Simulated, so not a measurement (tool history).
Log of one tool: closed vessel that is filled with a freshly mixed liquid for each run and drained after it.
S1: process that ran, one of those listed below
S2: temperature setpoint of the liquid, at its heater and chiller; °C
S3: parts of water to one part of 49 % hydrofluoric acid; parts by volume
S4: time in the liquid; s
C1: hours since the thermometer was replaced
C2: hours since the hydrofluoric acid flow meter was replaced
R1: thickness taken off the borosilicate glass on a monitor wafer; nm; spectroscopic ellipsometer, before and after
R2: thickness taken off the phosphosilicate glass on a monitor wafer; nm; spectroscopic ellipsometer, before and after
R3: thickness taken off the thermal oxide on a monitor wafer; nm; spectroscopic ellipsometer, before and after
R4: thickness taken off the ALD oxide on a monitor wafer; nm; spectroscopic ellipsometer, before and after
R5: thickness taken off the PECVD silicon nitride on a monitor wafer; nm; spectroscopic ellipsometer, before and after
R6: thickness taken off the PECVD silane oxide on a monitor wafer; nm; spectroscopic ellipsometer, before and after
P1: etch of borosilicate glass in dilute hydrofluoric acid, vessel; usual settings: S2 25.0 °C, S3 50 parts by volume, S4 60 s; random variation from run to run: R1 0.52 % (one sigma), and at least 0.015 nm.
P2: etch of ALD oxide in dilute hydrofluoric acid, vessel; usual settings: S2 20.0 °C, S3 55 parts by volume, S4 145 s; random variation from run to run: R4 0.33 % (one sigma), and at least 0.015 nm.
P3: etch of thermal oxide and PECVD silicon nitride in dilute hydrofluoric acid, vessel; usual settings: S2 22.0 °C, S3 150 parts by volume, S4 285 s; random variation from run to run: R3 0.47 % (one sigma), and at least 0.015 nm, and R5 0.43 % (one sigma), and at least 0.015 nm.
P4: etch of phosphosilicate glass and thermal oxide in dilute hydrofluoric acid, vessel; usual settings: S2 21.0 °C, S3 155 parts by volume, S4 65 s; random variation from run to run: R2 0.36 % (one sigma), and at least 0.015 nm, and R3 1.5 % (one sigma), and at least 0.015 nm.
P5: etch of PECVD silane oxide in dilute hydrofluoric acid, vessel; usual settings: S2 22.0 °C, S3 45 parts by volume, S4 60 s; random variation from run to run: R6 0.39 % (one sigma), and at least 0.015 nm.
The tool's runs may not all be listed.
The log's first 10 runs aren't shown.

run	day	S1	S2	S3	S4	C1	C2	R1	R2	R3	R4	R5	R6
11	3.588	P5	22.0	45	60	1195.7	1080.1						53.652
12	3.838	P1	25.0	50	105	1201.7	1086.1	91.958					
13	4.062	P5	22.0	20	60	1207.1	1091.5						125.070
14	4.317	P3	22.0	275	285	1213.2	1097.6			3.93460		4.4625	
15	4.683	P4	21.0	25	65	1222.0	1106.4		168.260	12.29700			
16	5.017	P3	22.0	150	530	1230.0	1114.4			15.31800		15.2090	
17	5.404	P3	22.0	150	285	1239.3	1123.7			8.23000		8.2698	
18	5.646	P2	17.0	55	145	1245.1	1129.5				28.1730		
19	5.883	P4	21.0	155	30	1250.8	1135.2		10.869	0.79509			
20	6.179	P1	25.0	30	60	1257.9	1142.3	91.767					
21	6.412	P2	20.0	20	145	1263.5	1147.9				92.0920		
22	6.846	P2	20.0	55	145	1273.9	1158.3				32.2620		
23	7.271	P3	22.0	150	285	1284.1	1168.5			8.15090		8.2012	
24	7.608	P5	22.0	45	100	1292.2	1176.6						90.237
25	7.800	P1	25.0	70	60	1296.8	1181.2	37.161					
# day 7.900: hydrofluoric acid flow meter replaced
26	8.246	P1	25.0	50	60	1307.5	8.4	52.871					
27	8.546	P1	17.0	50	60	1314.7	15.6	37.505					
28	8.762	P1	32.5	50	100	1319.9	20.8	118.730					
29	8.971	P1	25.0	50	60	1324.9	25.8	52.369					
30	9.358	P1	25.0	50	60	1334.2	35.1	55.158					

Forecast run 31:
31	9.675	P1	25.0	50	60	1341.8	42.7	?					

Run 31 gave R1 56.065 nm.
